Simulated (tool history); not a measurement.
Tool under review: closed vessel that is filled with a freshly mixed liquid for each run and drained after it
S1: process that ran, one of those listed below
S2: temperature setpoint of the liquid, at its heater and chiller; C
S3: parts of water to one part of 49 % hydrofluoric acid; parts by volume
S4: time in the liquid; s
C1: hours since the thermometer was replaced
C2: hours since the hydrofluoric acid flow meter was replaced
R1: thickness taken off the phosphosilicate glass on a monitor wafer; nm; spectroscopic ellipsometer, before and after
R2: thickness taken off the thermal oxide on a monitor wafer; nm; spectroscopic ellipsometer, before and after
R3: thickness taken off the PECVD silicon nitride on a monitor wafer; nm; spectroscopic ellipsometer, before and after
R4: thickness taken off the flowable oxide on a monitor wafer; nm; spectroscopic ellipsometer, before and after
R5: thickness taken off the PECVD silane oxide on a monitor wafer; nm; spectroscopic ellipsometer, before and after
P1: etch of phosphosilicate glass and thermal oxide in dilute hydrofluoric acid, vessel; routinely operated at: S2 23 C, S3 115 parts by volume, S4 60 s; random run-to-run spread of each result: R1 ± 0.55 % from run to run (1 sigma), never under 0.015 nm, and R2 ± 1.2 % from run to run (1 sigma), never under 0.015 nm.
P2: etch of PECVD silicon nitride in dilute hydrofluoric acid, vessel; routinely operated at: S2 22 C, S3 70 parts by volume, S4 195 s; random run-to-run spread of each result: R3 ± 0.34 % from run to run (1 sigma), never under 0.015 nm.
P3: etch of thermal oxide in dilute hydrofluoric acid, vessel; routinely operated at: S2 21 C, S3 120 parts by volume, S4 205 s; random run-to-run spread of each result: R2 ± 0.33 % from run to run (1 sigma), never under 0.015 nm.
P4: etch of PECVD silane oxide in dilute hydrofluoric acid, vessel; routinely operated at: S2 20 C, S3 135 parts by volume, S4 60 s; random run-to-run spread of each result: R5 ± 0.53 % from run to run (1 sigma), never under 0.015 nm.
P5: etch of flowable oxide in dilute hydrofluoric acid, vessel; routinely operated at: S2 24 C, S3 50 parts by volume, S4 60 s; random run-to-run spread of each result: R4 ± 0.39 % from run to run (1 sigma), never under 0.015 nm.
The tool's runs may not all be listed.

run   hour  S1    S2   S3   S4     C1     C2      R1      R2      R3      R4      R5
  1    3.3  P1    23  115   60  235.9  611.6  34.342  2.2226
  2    8.5  P2    22   70  195  241.1  616.8                   13.43
  3   14.9  P5    24   50   60  247.5  623.2                          71.801
  4   21.5  P1    23  115   30  254.1  629.8  17.027  1.1229
  5     26  P2    22   70   30  258.6  634.3                  2.0832
  6   31.9  P5    24   50  115  264.5  640.2                          137.55
  7     38  P1    23  115   60  270.6  646.3  34.225  2.2305
  8   41.1  P1    23  215   60  273.7  649.4  16.261  1.1004
  9     44  P4    20  135   60  276.6  652.3                                   9.503
 10   49.1  P2    22  105  195  281.7  657.4                   9.087
 11   54.7  P1  30.5   70   60  287.3    663  79.221  5.2165
 12   60.6  P1    27  115   60  293.2  668.9  39.714  2.6104
 13   63.6  P4    20  135  110  296.2  671.9                                  17.438
 14   68.7  P5    24   50   60  301.3    677                           71.85
 15   73.9  P1    23  115   60  306.5  682.2  33.903  2.2678
      75.2  -- hydrofluoric acid flow meter replaced
 16   79.2  P4    17  135   60  311.8      4                                  8.4325
 17   83.9  P3    21  120  205  316.5    8.7          7.0638
 18   89.7  P5    17   50   60  322.3   14.5                          53.465
 19   94.2  P1    23  115   60  326.8     19  34.275  2.2241
 20   99.4  P3    21  120  205    332   24.2          7.0766
 21  103.4  P1    17  115   60    336   28.2  26.756  1.7813
 22  108.1  P1    23  115   60  340.7   32.9  34.248  2.2408
 23  114.1  P4    20   60   60  346.7   38.9                                  23.419
 24    117  P1    23   25   60  349.6   41.8  175.63  11.284
 25  122.5  P3    21  210  205  355.1   47.3          3.6883
 26    127  P1    17  115   35  359.6   51.8  15.586  1.0154
 27  133.7  P3    17  120  205  366.3   58.5          6.0095
 28  137.8  P2  30.5   70  195  370.4   62.6                  23.577
 29  144.3  P1    23  115  115  376.9   69.1  65.341  4.2787
 30  148.7  P3    21  120   70  381.3   73.5          2.4064
 31  154.8  P5    24   20   60  387.4   79.6                          187.26
 32  158.6  P1    23  115   60  391.2   83.4    34.2  2.2671
 33  162.6  P1    23  115   60  395.2   87.4  34.273   2.253
 34  166.6  P1    23  115   60  399.2   91.4  35.067  2.2867
 35    172  P1    23  115   60  404.6   96.8  35.537    2.35
 36  176.9  P1    23  115   60  409.5  101.7  36.154  2.3205
 37  179.9  P1    23  115   60  412.5  104.7  35.758  2.3354
 38    183  P1    23  115   60  415.6  107.8  36.098   2.397
 39  187.7  P1    23  115   60  420.3  112.5  36.447   2.425
 40  192.6  P1    23  115   60  425.2  117.4  36.528  2.2954
 41  199.4  P1    23  115   60    432  124.2  36.511  2.3458

What P1 gives has crept away from where it was. These 2 causes fit the log equally well, each at the size given:
A: hydrofluoric acid flow above the setpoint (%) = 5.67
B: liquid hotter than its thermometer reads (K) = 1.6
The creep began at about hour 162.6.

4 check runs are offered, each on 2 wafers whose results are averaged, their results left as question marks. Which one tells the causes apart?
check 1  206.2  P4  17  135  105                           ?
check 2  206.2  P5  24   50  110                       ?
check 3  206.2  P2  22   90   30                   ?
check 4  206.2  P3  21  210  115               ?

Check results expected under each cause:
  check  result    if A    if B
check 1      R5  15.721  15.773
check 2      R4  138.82  139.76
check 3      R3  1.7135  1.8064
check 4      R2  2.2105  2.1968
Minimum pairwise separation of causes per check, each pair taken at its best-separating result: check 1 0.33 %; check 2 0.68 %; check 3 5.28 %; check 4 0.62 %
Check 3 tells the causes apart: in the others they would give nearly the same result.

Check 3 has now been run. It gave: R3 1.8012 nm. Which of the candidate causes is it?

The correct cause is B, namely: liquid hotter than its thermometer reads (K).
